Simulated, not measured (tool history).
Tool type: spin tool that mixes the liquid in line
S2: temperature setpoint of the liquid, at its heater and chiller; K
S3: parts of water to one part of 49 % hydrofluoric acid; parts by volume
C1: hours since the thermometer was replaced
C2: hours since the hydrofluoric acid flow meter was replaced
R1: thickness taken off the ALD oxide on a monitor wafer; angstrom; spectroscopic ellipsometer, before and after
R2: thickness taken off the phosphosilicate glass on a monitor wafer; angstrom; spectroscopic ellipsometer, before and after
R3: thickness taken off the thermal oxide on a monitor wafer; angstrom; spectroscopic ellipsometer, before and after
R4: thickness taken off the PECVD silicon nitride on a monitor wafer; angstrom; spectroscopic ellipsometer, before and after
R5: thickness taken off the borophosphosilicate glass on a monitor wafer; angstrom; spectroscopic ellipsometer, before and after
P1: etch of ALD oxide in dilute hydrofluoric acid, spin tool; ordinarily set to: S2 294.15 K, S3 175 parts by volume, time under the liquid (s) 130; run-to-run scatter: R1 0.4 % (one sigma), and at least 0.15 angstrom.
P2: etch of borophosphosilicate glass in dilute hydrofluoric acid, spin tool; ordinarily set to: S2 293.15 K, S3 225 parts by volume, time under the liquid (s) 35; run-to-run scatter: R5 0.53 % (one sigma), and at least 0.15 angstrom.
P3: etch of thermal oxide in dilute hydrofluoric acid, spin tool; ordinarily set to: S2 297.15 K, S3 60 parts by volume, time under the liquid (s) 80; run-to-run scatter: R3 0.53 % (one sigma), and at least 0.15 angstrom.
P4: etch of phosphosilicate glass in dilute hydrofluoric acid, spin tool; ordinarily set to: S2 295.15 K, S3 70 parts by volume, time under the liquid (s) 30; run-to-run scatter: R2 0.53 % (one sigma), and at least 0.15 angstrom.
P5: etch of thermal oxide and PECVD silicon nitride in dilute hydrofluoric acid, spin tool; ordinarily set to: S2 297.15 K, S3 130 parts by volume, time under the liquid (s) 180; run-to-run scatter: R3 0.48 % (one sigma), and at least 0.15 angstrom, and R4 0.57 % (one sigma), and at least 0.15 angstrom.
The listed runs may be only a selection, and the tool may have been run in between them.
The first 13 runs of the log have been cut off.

Run 14, hour 161.3: process that ran P2, S2 293.15 K, S3 225 parts by volume, time under the liquid (s) 35; C1 55.7; C2 706.1. Result: R5 55.534 angstrom.
Run 15, hour 169.1: process that ran P2, S2 293.15 K, S3 225 parts by volume, time under the liquid (s) 60; C1 63.5; C2 713.9. Result: R5 94.330 angstrom.
Run 16, hour 181.6: process that ran P3, S2 297.15 K, S3 85 parts by volume, time under the liquid (s) 80; C1 76.0; C2 726.4. Result: R3 47.462 angstrom.
Run 17, hour 189.5: process that ran P5, S2 297.15 K, S3 225 parts by volume, time under the liquid (s) 180; C1 83.9; C2 734.3. Result: R3 31.237 angstrom, R4 45.257 angstrom.
Run 18, hour 201.2: process that ran P5, S2 297.15 K, S3 130 parts by volume, time under the liquid (s) 325; C1 95.6; C2 746.0. Result: R3 109.390 angstrom, R4 142.360 angstrom.
Run 19, hour 213.8: process that ran P3, S2 297.15 K, S3 60 parts by volume, time under the liquid (s) 15; C1 108.2; C2 758.6. Result: R3 12.854 angstrom.
Run 20, hour 228.0: process that ran P1, S2 290.15 K, S3 175 parts by volume, time under the liquid (s) 130; C1 122.4; C2 772.8. Result: R1 52.3780 angstrom.
Run 21, hour 241.0: process that ran P2, S2 299.65 K, S3 225 parts by volume, time under the liquid (s) 35; C1 135.4; C2 785.8. Result: R5 70.245 angstrom.
Run 22, hour 255.5: process that ran P3, S2 297.15 K, S3 60 parts by volume, time under the liquid (s) 80; C1 149.9; C2 800.3. Result: R3 68.773 angstrom.

Run 23 has not been measured yet. What should we expect?
Run 23, hour 270.5: process that ran P1, S2 294.15 K, S3 175 parts by volume, time under the liquid (s) 130; C1 164.9; C2 815.3. Result: R1 ?.

R1: 60.8190 angstrom

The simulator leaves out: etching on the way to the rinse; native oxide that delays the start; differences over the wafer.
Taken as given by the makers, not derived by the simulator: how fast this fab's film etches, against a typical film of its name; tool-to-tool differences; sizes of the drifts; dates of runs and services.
